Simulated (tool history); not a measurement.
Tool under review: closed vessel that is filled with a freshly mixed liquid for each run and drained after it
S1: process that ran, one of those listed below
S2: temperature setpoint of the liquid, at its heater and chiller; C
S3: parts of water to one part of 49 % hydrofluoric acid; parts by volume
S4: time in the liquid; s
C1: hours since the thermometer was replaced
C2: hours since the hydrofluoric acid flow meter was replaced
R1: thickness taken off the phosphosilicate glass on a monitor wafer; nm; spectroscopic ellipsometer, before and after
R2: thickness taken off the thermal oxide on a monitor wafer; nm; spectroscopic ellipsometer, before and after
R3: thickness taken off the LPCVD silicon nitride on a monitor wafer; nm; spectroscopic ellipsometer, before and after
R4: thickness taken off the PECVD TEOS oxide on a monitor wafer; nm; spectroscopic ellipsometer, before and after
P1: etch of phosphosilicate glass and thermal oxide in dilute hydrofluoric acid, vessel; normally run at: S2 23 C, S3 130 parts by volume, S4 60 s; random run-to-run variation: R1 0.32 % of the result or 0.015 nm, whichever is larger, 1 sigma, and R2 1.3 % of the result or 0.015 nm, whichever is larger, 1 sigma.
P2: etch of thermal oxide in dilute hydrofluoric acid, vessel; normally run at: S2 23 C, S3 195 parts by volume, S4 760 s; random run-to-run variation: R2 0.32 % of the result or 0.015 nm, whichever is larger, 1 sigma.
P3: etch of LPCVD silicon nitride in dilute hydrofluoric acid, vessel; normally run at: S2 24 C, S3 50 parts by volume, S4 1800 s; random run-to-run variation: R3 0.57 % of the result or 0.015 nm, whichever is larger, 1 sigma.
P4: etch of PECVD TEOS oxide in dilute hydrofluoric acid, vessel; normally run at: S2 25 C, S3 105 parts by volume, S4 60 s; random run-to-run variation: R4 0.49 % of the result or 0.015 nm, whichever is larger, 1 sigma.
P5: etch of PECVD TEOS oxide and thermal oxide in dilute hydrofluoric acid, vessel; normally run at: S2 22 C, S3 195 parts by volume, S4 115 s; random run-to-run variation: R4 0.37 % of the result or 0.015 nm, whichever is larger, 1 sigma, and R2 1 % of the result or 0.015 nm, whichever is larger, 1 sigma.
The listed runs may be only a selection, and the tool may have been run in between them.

run,hour,S1,S2,S3,S4,C1,C2,R1,R2,R3,R4
1,5.2,P1,23,130,60,656,144.8,54.84,2.1434,,
2,9.6,P1,23,180,100,660.4,149.2,62.842,2.4091,,
3,14.1,P2,23,195,760,664.9,153.7,,15.769,,
4,18.3,P2,23,195,1365,669.1,157.9,,28.178,,
5,22.3,P2,23,65,760,673.1,161.9,,54.767,,
6,28,P1,23,225,60,678.8,167.6,28.634,1.1009,,
7,34.2,P3,17,50,1800,685,173.8,,,9.7349,
8,38.8,P5,22,195,115,689.6,178.4,,2.401,,9.6924
9,45.6,P1,23,130,60,696.4,185.2,55.05,2.1223,,
10,50.1,P5,27.5,195,115,700.9,189.7,,2.9321,,11.805
11,55.8,P4,25,105,60,706.6,195.4,,,,11.561
12,62.6,P1,23,130,60,713.4,202.2,55.06,2.184,,
13,69.6,P4,25,105,60,720.4,209.2,,,,11.462
14,76.9,P1,23,130,60,727.7,216.5,55.206,2.1843,,
15,81.5,P1,17.5,130,100,732.3,221.1,73.405,2.942,,
16,87.7,P1,23,130,60,738.5,227.3,55.223,2.1006,,
17,91,P2,28.5,195,760,741.8,230.6,,19.157,,
18,98.3,P1,18.5,130,60,749.1,237.9,46.061,1.809,,
19,104.8,P4,25,105,30,755.6,244.4,,,,5.7398
20,109.7,P4,25,45,60,760.5,249.3,,,,29.071
21,114.8,P1,23,130,100,765.6,254.4,91.958,3.6144,,
22,122.2,P5,22,195,190,773,261.8,,3.8917,,16.001
23,128.2,P2,23,195,760,779,267.8,,15.712,,
24,134.4,P5,22,195,115,785.2,274,,2.3892,,9.6861
25,140.9,P3,24,50,240,791.7,280.5,,,2.0823,
26,144.7,P5,22,60,115,795.5,284.3,,9.0381,,36.709
27,151.8,P1,23,130,60,802.6,291.4,55.024,2.1259,,
28,156.9,P1,23,130,30,807.7,296.5,27.565,1.0836,,
29,163.1,P3,24,50,1800,813.9,302.7,,,15.807,
30,170,P3,24,20,1800,820.8,309.6,,,38.454,
31,174.7,P4,30,105,60,825.5,314.3,,,,13.913
32,178.8,P1,31.5,130,60,829.6,318.4,75.861,2.9107,,
33,185.6,P3,24,50,1800,836.4,325.2,,,15.767,
34,190.2,P1,23,45,60,841,329.8,176.2,6.9403,,
35,195.7,P1,23,130,60,846.5,335.3,55.181,2.193,,
36,202.9,P1,23,130,60,853.7,342.5,52.641,2.0994,,
37,206.7,P1,23,130,60,857.5,346.3,52.002,2.0314,,
38,212,P1,23,130,60,862.8,351.6,51.182,1.9612,,
39,215.8,P1,23,130,60,866.6,355.4,51.095,2.0486,,
40,223,P1,23,130,60,873.8,362.6,50.677,1.9538,,
41,229.9,P1,23,130,60,880.7,369.5,50.392,1.9513,,
42,237.2,P1,23,130,60,888,376.8,50.221,1.9951,,
43,243.7,P1,23,130,60,894.5,383.3,50.296,1.995,,

What P1 gives has crept away from where it was. These 2 causes fit the log equally well, each at the size given:
A: hydrofluoric acid flow below the setpoint (%) = 7.52
B: liquid colder than its thermometer reads (K) = 2.28
The process output started creeping at around hour 195.7.

Of the 4 check runs listed below, each run on one wafer and each result written as a question mark, which would let you distinguish the listed causes because they would give clearly different results?
check 1,250.2,P4,25,105,60,,,,,,?
check 2,250.2,P5,22,195,115,,,,?,,?
check 3,250.2,P3,24,50,1800,,,,,?,
check 4,250.2,P2,23,195,760,,,,?,,

Predicted outcomes, by check and by cause:
check,result,if A,if B
check 1,R4,10.534,10.52
check 2,R2,2.1541,2.1691
check 2,R4,8.7925,8.8538
check 3,R3,14.589,13.488
check 4,R2,14.267,14.386
Smallest distance between any two causes, each pair judged by its most separating result, in per cent: check 1 0.13 %; check 2 0.7 %; check 3 7.84 %; check 4 0.83 %
Check 3 distinguishes between the causes, while the remaining checks would return nearly the same result for all of them.

Here is what check 3 returned: R3 13.52 nm. Which cause is it?

It is B: liquid colder than its thermometer reads (K).
